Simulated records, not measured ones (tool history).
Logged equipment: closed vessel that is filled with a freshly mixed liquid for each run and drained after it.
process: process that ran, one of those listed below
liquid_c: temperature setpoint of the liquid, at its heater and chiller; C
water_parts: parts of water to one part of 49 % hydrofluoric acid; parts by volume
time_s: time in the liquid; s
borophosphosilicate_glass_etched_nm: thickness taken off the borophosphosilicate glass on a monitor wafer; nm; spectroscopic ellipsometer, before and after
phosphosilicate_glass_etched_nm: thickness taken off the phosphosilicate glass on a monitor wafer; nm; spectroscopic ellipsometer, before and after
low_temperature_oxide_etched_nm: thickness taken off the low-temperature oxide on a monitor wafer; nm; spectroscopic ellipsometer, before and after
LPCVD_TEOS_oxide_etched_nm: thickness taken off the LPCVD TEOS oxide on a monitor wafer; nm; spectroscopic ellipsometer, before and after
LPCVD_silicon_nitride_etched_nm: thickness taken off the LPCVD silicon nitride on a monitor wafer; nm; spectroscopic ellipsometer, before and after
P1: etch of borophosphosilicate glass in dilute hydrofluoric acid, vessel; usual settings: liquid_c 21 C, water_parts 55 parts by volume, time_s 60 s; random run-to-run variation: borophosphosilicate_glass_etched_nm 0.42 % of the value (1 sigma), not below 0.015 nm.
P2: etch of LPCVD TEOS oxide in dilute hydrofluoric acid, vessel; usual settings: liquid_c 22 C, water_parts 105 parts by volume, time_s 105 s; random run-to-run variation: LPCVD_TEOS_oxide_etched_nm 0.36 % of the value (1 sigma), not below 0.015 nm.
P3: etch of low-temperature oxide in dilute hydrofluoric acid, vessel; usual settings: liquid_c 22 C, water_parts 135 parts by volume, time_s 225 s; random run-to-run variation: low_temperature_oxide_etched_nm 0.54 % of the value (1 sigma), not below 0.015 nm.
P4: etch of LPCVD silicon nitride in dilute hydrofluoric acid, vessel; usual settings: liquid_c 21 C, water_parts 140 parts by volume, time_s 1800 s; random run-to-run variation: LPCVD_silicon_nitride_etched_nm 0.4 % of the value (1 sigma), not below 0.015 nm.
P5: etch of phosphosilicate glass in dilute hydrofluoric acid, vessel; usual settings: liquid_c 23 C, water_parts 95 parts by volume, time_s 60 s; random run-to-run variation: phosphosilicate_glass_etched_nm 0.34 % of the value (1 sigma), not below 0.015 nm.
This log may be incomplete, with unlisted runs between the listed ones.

run,hour,process,liquid_c,water_parts,time_s,borophosphosilicate_glass_etched_nm,phosphosilicate_glass_etched_nm,low_temperature_oxide_etched_nm,LPCVD_TEOS_oxide_etched_nm,LPCVD_silicon_nitride_etched_nm
1,14.8,P1,21,55,60,59.276,,,,
2,23.6,P5,23,95,60,,126.170,,,
3,41.3,P5,23,95,30,,62.778,,,
4,58.2,P5,23,95,60,,125.650,,,
5,68.3,P1,21,85,60,36.933,,,,
6,79.6,P3,22,135,30,,,5.7966,,
7,94.7,P3,22,135,225,,,43.9150,,
8,112.0,P2,22,105,190,,,,50.309,
9,129.8,P1,21,55,60,58.687,,,,
10,146.8,P4,21,140,1800,,,,,5.0253
11,155.3,P1,21,55,60,59.311,,,,
12,164.4,P3,22,30,225,,,222.4300,,
13,180.2,P1,27,55,90,112.660,,,,
14,198.9,P2,22,45,105,,,,69.959,
15,213.4,P2,17,105,105,,,,22.608,
16,222.4,P1,17,55,30,24.941,,,,
17,234.8,P1,21,55,30,29.604,,,,
18,249.1,P1,17,55,60,49.289,,,,
19,263.6,P4,17,140,1800,,,,,3.8201
# hour 278.8: thermometer replaced
20,280.6,P5,17,95,60,,98.505,,,
21,293.5,P1,21,55,60,59.477,,,,
22,305.8,P2,22,105,105,,,,27.913,
# hour 306.3: hydrofluoric acid flow meter replaced
23,320.8,P1,21,55,110,108.680,,,,
24,337.2,P1,21,20,60,170.500,,,,

Expected results for the next run?
25,346.3,P4,21,140,3610,,,,,?

Run 25 came out at LPCVD_silicon_nitride_etched_nm 10.0340 nm.
